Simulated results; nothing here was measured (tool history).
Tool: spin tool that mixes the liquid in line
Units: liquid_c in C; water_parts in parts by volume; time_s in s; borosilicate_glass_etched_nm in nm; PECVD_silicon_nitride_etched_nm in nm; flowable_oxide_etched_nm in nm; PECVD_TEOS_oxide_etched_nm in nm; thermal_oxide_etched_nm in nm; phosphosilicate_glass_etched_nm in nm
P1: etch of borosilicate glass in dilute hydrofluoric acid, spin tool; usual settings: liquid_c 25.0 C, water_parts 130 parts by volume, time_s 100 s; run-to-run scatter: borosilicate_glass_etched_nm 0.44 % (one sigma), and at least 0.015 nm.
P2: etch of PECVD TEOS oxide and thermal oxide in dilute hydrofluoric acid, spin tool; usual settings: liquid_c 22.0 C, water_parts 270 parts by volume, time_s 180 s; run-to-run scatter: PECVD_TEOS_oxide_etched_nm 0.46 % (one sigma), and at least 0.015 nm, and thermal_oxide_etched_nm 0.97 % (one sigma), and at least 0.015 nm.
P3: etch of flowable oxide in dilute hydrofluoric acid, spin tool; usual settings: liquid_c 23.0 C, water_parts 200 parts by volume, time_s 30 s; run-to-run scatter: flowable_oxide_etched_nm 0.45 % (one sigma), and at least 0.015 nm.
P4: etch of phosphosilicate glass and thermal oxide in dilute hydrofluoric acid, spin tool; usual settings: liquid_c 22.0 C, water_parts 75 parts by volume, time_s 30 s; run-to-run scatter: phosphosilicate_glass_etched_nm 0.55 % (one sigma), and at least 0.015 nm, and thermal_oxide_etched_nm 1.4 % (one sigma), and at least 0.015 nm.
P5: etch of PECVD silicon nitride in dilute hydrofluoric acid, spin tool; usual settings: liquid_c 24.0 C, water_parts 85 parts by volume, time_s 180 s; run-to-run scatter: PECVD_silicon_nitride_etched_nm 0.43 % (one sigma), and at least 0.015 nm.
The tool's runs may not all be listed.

| run | hour | process | liquid_c | water_parts | time_s | hours since the thermometer was replaced | hours since the hydrofluoric acid flow meter was replaced | borosilicate_glass_etched_nm | PECVD_silicon_nitride_etched_nm | flowable_oxide_etched_nm | PECVD_TEOS_oxide_etched_nm | thermal_oxide_etched_nm | phosphosilicate_glass_etched_nm |
|---|---|---|---|---|---|---|---|---|---|---|---|---|---|
| 1 | 6.8 | P1 | 25.0 | 130 | 100 | 1539.7 | 328.3 | 26.3090 |  |  |  |  |  |
| 2 | 11.9 | P1 | 25.0 | 130 | 100 | 1544.8 | 333.4 | 26.5030 |  |  |  |  |  |
| 3 | 20.2 | P5 | 24.0 | 85 | 180 | 1553.1 | 341.7 |  | 6.7611 |  |  |  |  |
| 4 | 25.7 | P3 | 23.0 | 200 | 15 | 1558.6 | 347.2 |  |  | 2.7944 |  |  |  |
| 5 | 35.1 | P2 | 22.0 | 125 | 180 | 1568.0 | 356.6 |  |  |  | 13.0340 | 5.77520 |  |
| 6 | 44.2 | P3 | 23.0 | 200 | 30 | 1577.1 | 365.7 |  |  | 5.6381 |  |  |  |
| 7 | 50.1 | P1 | 19.0 | 130 | 100 | 1583.0 | 371.6 | 20.9970 |  |  |  |  |  |
| 8 | 59.1 | P3 | 27.5 | 200 | 30 | 1592.0 | 380.6 |  |  | 6.6637 |  |  |  |
| 9 | 67.9 | P5 | 18.5 | 85 | 180 | 1600.8 | 389.4 |  | 4.5788 |  |  |  |  |
| 10 | 77.2 | P2 | 22.0 | 270 | 180 | 1610.1 | 398.7 |  |  |  | 5.1913 | 2.25670 |  |
| 11 | 86.6 | P1 | 25.0 | 230 | 100 | 1619.5 | 408.1 | 13.2480 |  |  |  |  |  |
| 12 | 92.5 | P2 | 17.0 | 270 | 180 | 1625.4 | 414.0 |  |  |  | 4.2393 | 1.85190 |  |
| 13 | 101.4 | P1 | 30.0 | 190 | 100 | 1634.3 | 422.9 | 20.1890 |  |  |  |  |  |
| 14 | 107.3 | P1 | 25.0 | 130 | 100 | 1640.2 | 428.8 | 26.4790 |  |  |  |  |  |
| 15 | 113.9 | P2 | 22.0 | 270 | 180 | 1646.8 | 435.4 |  |  |  | 5.1769 | 2.31330 |  |
| 16 | 119.3 | P4 | 22.0 | 20 | 30 | 1652.2 | 440.8 |  |  |  |  | 7.15840 | 284.370 |
| 17 | 128.2 | P1 | 32.0 | 130 | 100 | 1661.1 | 449.7 | 34.2920 |  |  |  |  |  |
| 18 | 133.2 | P2 | 22.0 | 270 | 295 | 1666.1 | 454.7 |  |  |  | 8.4756 | 3.72820 |  |
| 19 | 141.6 | P3 | 23.0 | 70 | 30 | 1674.5 | 463.1 |  |  | 18.8030 |  |  |  |
| 20 | 150.3 | P1 | 25.0 | 130 | 25 | 1683.2 | 471.8 | 6.6338 |  |  |  |  |  |
| 21 | 157.9 | P1 | 25.0 | 130 | 100 | 1690.8 | 479.4 | 26.2990 |  |  |  |  |  |
| 22 | 164.1 | P4 | 22.0 | 75 | 15 | 1697.0 | 485.6 |  |  |  |  | 0.88468 | 35.829 |
| 23 | 173.0 | P1 | 25.0 | 130 | 100 | 1705.9 | 494.5 | 26.2110 |  |  |  |  |  |
| 24 | 177.8 | P4 | 17.0 | 75 | 30 | 1710.7 | 499.3 |  |  |  |  | 1.40540 | 57.937 |
| 25 | 184.9 | P5 | 24.0 | 35 | 180 | 1717.8 | 506.4 |  | 16.0460 |  |  |  |  |
| 26 | 191.2 | P1 | 25.0 | 130 | 185 | 1724.1 | 512.7 | 48.7530 |  |  |  |  |  |
| 27 | 198.5 | P1 | 25.0 | 60 | 100 | 1731.4 | 520.0 | 62.6510 |  |  |  |  |  |
| 28 | 206.2 | P1 | 25.0 | 130 | 100 | 1739.1 | 527.7 | 26.5490 |  |  |  |  |  |
| 29 | 210.6 | P3 | 23.0 | 200 | 30 | 1743.5 | 532.1 |  |  | 5.6715 |  |  |  |
| 30 | 218.7 | P5 | 24.0 | 85 | 285 | 1751.6 | 540.2 |  | 10.5630 |  |  |  |  |
| 31 | 225.6 | P4 | 22.0 | 75 | 30 | 1758.5 | 547.1 |  |  |  |  | 1.82840 | 70.711 |
| 32 | 231.4 | P1 | 25.0 | 130 | 100 | 1764.3 | 552.9 | 26.4410 |  |  |  |  |  |
| 33 | 240.3 | P1 | 25.0 | 130 | 100 | 1773.2 | 561.8 | 25.5690 |  |  |  |  |  |
| 34 | 245.0 | P1 | 25.0 | 130 | 100 | 1777.9 | 566.5 | 25.6410 |  |  |  |  |  |
| 35 | 252.0 | P1 | 25.0 | 130 | 100 | 1784.9 | 573.5 | 25.3450 |  |  |  |  |  |
| 36 | 260.5 | P1 | 25.0 | 130 | 100 | 1793.4 | 582.0 | 25.0490 |  |  |  |  |  |
| 37 | 265.7 | P1 | 25.0 | 130 | 100 | 1798.6 | 587.2 | 24.9270 |  |  |  |  |  |
| 38 | 272.6 | P1 | 25.0 | 130 | 100 | 1805.5 | 594.1 | 25.0170 |  |  |  |  |  |

What P1 gives has crept away from where it was. These 2 causes fit the log equally well, each at the size given:
A: liquid colder than its thermometer reads (K) = 1.42
B: hydrofluoric acid flow below the setpoint (%) = 4.61
The creep began at about hour 231.4.

4 check runs are offered, one wafer each, their results left as question marks. Which one tells the causes apart?
| check 1 | 279.5 | P5 | 24.0 | 85 | 280 |  |  |  | ? |  |  |  |  |
| check 2 | 279.5 | P2 | 17.5 | 270 | 180 |  |  |  |  |  | ? | ? |  |
| check 3 | 279.5 | P4 | 22.0 | 20 | 15 |  |  |  |  |  |  | ? | ? |
| check 4 | 279.5 | P3 | 27.0 | 200 | 30 |  |  |  |  | ? |  |  |  |

What each check would give under each cause:
| check | result | if A | if B |
|---|---|---|---|
| check 1 | PECVD_silicon_nitride_etched_nm | 9.4714 | 9.9390 |
| check 2 | PECVD_TEOS_oxide_etched_nm | 4.1526 | 4.1372 |
| check 2 | thermal_oxide_etched_nm | 1.83680 | 1.83000 |
| check 3 | thermal_oxide_etched_nm | 3.35300 | 3.39530 |
| check 3 | phosphosilicate_glass_etched_nm | 134.460 | 136.160 |
| check 4 | flowable_oxide_etched_nm | 6.2219 | 6.1778 |
How far apart the two closest causes lie, in the result that separates them most: check 1 4.82 %; check 2 0.37 %; check 3 1.25 %; check 4 0.71 %
Only check 1 tells the causes apart: in the others they would give nearly the same result.

Then check 1 was run and gave: PECVD_silicon_nitride_etched_nm 9.8518 nm. Which cause is it?

It is B: hydrofluoric acid flow below the setpoint (%).
